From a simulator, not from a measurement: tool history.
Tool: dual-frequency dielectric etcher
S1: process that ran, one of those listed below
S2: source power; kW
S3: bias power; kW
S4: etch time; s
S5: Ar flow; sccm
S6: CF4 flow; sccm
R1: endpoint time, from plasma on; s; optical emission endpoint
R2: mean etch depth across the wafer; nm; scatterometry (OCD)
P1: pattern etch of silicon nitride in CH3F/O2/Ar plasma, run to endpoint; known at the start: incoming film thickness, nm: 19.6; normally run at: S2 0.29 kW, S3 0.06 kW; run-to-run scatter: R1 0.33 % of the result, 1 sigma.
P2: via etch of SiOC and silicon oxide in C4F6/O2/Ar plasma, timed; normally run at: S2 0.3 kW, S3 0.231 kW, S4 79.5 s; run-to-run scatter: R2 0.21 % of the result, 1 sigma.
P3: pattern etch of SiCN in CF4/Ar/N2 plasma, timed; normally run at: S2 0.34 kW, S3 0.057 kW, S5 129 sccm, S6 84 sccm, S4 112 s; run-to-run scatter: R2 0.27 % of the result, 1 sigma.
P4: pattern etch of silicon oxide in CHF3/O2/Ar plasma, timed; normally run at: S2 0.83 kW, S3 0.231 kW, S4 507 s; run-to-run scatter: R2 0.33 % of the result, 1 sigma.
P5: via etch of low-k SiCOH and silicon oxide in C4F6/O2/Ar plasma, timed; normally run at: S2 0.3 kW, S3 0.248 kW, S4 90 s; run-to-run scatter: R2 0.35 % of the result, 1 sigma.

run	hour	S1	S2	S3	S4	S5	S6	R1	R2
1	5.4	P1	0.29	0.06				33.971	
2	13	P1	0.18	0.06				41.075	
3	18.3	P5	0.3	0.248	127.5				354.86
4	22.7	P2	0.42	0.231	79.5				101.05
5	30.8	P3	0.34	0.057	112	129	84		69.721
6	38.5	P2	0.3	0.231	105.5				117.57
7	42.9	P2	0.3	0.231	79.5				88.391
8	51.6	P4	0.66	0.231	507				1159.4
9	58.6	P1	0.29	0.06				34.026	
10	62.6	P1	0.29	0.085				30.321	
11	69.8	P1	0.29	0.06				34.195	
# hour 77.5: wet clean of the chamber
12	78	P3	0.23	0.057	112	129	84		49.572
13	85.3	P5	0.3	0.182	90				227.85
14	94.4	P2	0.3	0.319	79.5				99.561
15	101.3	P1	0.29	0.06				34.252	
16	109.4	P4	0.83	0.231	507				1260.8
17	116.2	P1	0.29	0.06				34.127	
18	125.1	P1	0.29	0.039				39.347	
19	133.3	P5	0.3	0.248	90				251.47
20	137.6	P2	0.3	0.231	79.5				88.723
21	144.2	P3	0.34	0.057	65	129	84		40.353
22	150	P1	0.41	0.06				29.746	
23	157	P5	0.36	0.248	90				268.46
# hour 163.3: source power generator calibrated
24	163.5	P1	0.29	0.06				34.268	
25	171.9	P5	0.3	0.248	90				253.23
26	176.9	P1	0.24	0.04				41.955	
27	184.1	P3	0.34	0.057	112	129	104		72.041
28	192.9	P3	0.34	0.068	112	129	84		74.041
29	199.2	P1	0.19	0.047				43.706	
30	207.8	P1	0.39	0.071				28.701	
31	215.8	P4	0.83	0.308	507				1399.1
32	221.4	P4	0.83	0.231	741.5				1845.6
33	226.4	P3	0.34	0.057	112	155	84		67.79
34	231.1	P1	0.29	0.06				34.423	
35	238.6	P1	0.29	0.06				34.385	
36	244	P1	0.29	0.06				34.574	
37	252	P1	0.29	0.06				34.512	
38	260	P1	0.29	0.06				34.451	
39	268.5	P1	0.29	0.06				34.698	
# hour 269.9: wet clean of the chamber
40	276.5	P1	0.29	0.06				34.654	
41	281.3	P1	0.29	0.06				34.714	
42	289.6	P1	0.29	0.06				34.638	
43	298	P1	0.29	0.06				34.498	

What P1 gives has crept away from where it was. These 2 causes fit the log equally well, each at the size given:
A: bias power that arrives under what is set, % = 4.82
B: source power that arrives under what is set, % = 4.26
The creep began at about hour 231.1.
Why every other cause is out:
chamber walls in a state that lowers the etch rate, %: serviced at hour 269.9, which brought nothing back

4 check runs are offered, one wafer each, their results left as question marks. Which one tells the causes apart?
check 1	306.4	P2	0.3	0.231	79.5				?
check 2	306.4	P3	0.34	0.057	112	129	84		?
check 3	306.4	P5	0.3	0.248	90				?
check 4	306.4	P4	0.83	0.231	507				?

What each check would give under each cause:
check	result	if A	if B
check 1	R2	87.299	87.336
check 2	R2	68.773	67.306
check 3	R2	246.87	246.95
check 4	R2	1241.2	1241.7
How far apart the two closest causes lie, in the result that separates them most: check 1 0.04 %; check 2 2.16 %; check 3 0.03 %; check 4 0.05 %
Only check 2 tells the causes apart: in the others they would give nearly the same result.

Check 2 was then run and gave: R2 68.893 nm. Which cause is it?

It is A: bias power that arrives under what is set, %.

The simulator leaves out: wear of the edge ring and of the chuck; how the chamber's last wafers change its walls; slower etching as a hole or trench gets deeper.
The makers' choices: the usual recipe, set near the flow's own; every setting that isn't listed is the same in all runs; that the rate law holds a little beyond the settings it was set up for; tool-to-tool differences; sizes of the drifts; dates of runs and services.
